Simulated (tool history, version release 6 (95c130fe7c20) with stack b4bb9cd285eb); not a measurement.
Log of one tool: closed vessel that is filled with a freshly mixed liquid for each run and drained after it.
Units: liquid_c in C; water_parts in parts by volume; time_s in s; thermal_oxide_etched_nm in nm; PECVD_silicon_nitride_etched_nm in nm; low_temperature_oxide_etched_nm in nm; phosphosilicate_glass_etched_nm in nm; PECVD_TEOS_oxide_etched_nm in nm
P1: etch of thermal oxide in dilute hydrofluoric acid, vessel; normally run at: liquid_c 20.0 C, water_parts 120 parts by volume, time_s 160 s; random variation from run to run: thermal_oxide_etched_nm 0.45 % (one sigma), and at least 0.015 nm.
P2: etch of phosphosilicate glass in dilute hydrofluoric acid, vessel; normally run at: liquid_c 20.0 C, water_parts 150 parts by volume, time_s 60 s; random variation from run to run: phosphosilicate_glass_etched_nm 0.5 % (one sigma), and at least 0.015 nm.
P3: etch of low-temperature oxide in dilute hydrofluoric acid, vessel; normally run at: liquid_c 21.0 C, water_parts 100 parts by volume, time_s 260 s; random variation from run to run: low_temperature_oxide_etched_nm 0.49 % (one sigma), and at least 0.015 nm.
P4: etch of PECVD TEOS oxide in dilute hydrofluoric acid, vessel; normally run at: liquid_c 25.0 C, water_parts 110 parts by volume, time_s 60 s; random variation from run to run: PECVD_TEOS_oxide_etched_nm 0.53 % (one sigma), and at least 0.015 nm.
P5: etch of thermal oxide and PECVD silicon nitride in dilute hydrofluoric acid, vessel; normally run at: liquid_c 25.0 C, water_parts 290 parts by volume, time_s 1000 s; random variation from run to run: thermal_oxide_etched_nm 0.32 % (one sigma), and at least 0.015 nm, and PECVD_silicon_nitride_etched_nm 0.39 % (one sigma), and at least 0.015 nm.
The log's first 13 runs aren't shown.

run	hour	process	liquid_c	water_parts	time_s	hours since the thermometer was replaced	hours since the hydrofluoric acid flow meter was replaced	thermal_oxide_etched_nm	PECVD_silicon_nitride_etched_nm	low_temperature_oxide_etched_nm	phosphosilicate_glass_etched_nm	PECVD_TEOS_oxide_etched_nm
14	125.0	P5	17.0	290	1000	777.3	20.0	9.7769	4.9305			
15	138.3	P5	25.0	290	390	790.6	33.3	5.0745	3.1903			
16	147.1	P1	20.0	120	160	799.4	42.1	5.3542				
17	158.0	P1	20.0	120	160	810.3	53.0	5.3426				
18	170.6	P2	28.0	150	60	822.9	65.6				39.084	
19	178.0	P2	20.0	150	115	830.3	73.0				54.851	
20	188.1	P1	20.0	185	160	840.4	83.1	3.2866				
21	201.7	P2	20.0	150	60	854.0	96.7				28.578	
22	215.5	P3	21.0	150	260	867.8	110.5			27.673		
23	225.1	P3	21.0	100	260	877.4	120.1			44.155		
24	231.6	P4	25.0	110	60	883.9	126.6					12.9240
25	238.1	P1	20.0	120	310	890.4	133.1	10.4000				
26	244.4	P2	20.0	150	60	896.7	139.4				28.840	
27	256.9	P1	26.0	120	250	909.2	151.9	10.5650				
28	267.6	P3	29.5	100	260	919.9	162.6			61.302		
29	278.5	P4	25.0	110	30	930.8	173.5					6.5238
30	286.8	P1	20.0	120	40	939.1	181.8	1.3176				
31	299.2	P1	28.5	120	160	951.5	194.2	7.4264				
32	310.1	P1	17.0	120	160	962.4	205.1	4.7087				
33	323.3	P5	25.0	290	1000	975.6	218.3	13.0360	8.1224			
34	332.7	P1	20.0	120	160	985.0	227.7	5.3243				
35	344.6	P1	20.0	120	160	996.9	239.6	5.5217				

Forecast run 36:
36	353.6	P1	20.0	120	160	1005.9	248.6	?				

Run 36 gave thermal_oxide_etched_nm 5.6263 nm.
